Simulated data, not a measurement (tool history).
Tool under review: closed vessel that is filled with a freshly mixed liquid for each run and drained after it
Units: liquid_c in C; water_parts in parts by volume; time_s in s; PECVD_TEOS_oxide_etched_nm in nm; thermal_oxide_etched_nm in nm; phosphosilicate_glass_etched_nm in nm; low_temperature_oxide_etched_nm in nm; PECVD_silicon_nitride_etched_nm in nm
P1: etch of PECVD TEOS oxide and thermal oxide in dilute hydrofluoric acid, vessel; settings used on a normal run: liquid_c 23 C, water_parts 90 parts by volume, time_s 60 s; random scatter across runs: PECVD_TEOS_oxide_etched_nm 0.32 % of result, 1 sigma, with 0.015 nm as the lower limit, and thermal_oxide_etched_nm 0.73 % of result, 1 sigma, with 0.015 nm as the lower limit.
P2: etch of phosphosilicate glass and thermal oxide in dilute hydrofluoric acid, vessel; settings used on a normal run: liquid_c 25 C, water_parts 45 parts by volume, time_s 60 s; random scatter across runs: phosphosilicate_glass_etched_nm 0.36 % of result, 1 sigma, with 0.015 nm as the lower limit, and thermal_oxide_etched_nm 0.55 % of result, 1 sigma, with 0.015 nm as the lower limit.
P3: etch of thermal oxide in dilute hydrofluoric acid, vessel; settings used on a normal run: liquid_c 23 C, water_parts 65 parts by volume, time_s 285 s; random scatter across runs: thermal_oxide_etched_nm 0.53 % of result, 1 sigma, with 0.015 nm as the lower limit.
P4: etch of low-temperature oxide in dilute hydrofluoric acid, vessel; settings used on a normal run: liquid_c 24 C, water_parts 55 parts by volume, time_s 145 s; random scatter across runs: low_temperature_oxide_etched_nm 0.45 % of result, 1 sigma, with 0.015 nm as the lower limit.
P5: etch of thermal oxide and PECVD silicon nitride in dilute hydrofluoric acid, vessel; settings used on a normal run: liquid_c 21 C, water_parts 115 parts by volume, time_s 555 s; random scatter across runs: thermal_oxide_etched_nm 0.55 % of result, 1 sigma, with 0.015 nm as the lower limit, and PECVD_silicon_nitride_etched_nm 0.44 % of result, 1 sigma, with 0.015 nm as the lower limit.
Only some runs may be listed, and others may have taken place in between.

run,day,process,liquid_c,water_parts,time_s,hours since the thermometer was replaced,hours since the hydrofluoric acid flow meter was replaced,PECVD_TEOS_oxide_etched_nm,thermal_oxide_etched_nm,phosphosilicate_glass_etched_nm,low_temperature_oxide_etched_nm,PECVD_silicon_nitride_etched_nm
1,0.688,P1,23,90,60,615.9,573.4,7.1951,2.9528,,,
2,1.267,P2,33,45,60,629.8,587.3,,9.2344,291.05,,
3,1.696,P3,30,65,285,640.1,597.6,,28.203,,,
4,2.225,P4,24,30,145,652.8,610.3,,,,107.72,
5,2.579,P4,19.5,55,145,661.3,618.8,,,,46.616,
6,3.167,P1,17.5,90,60,675.4,632.9,5.7468,2.323,,,
7,3.55,P2,25,30,60,684.6,642.1,,10.271,324.38,,
8,3.95,P1,23,90,85,694.2,651.7,10.237,4.136,,,
9,4.404,P5,21,115,865,705.1,662.6,,31.639,,,13.769
10,4.921,P1,29,145,60,717.5,675,5.2454,2.1302,,,
# day 4.95: hydrofluoric acid flow meter replaced
11,5.471,P1,23,40,60,730.7,12.5,17.223,7.066,,,
12,5.804,P3,23,65,135,738.7,20.5,,10.032,,,
13,6.146,P1,23,90,30,746.9,28.7,3.6017,1.4573,,,
14,6.479,P1,29,90,60,754.9,36.7,9.1037,3.715,,,
15,7.092,P3,23,30,285,769.6,51.4,,48.286,,,
16,7.558,P1,23,90,60,780.8,62.6,7.2798,2.974,,,
17,8.2,P5,28,115,555,796.2,78,,26.809,,,14.087
18,8.588,P1,23,125,60,805.5,87.3,4.9691,2,,,
19,9.3,P3,23,65,285,822.6,104.4,,21.283,,,
20,9.879,P5,21,35,555,836.5,118.3,,74.947,,,28.327
21,10.333,P4,24,55,145,847.4,129.2,,,,56.313,
# day 10.775: thermometer replaced
22,10.925,P4,24,55,260,3.7,143.4,,,,101.1,
23,11.604,P5,21,115,555,20,159.7,,20.311,,,8.9165
24,12.133,P2,25,45,60,32.7,172.4,,6.6663,212.3,,
25,12.829,P1,23,90,60,49.4,189.1,7.2022,2.9247,,,
26,13.421,P1,23,90,60,63.6,203.3,7.2112,2.9297,,,
27,13.758,P1,23,90,60,71.7,211.4,7.1959,2.8778,,,
28,14.404,P2,25,45,95,87.2,226.9,,10.553,335.2,,
29,14.712,P1,23,90,60,94.6,234.3,7.1838,2.9503,,,

The next listed run, before its measurement:
30,15.133,P1,23,90,60,104.7,244.4,?,?,,,

{"run 30": {"PECVD_TEOS_oxide_etched_nm": 7.0181, "thermal_oxide_etched_nm": 2.8726}}
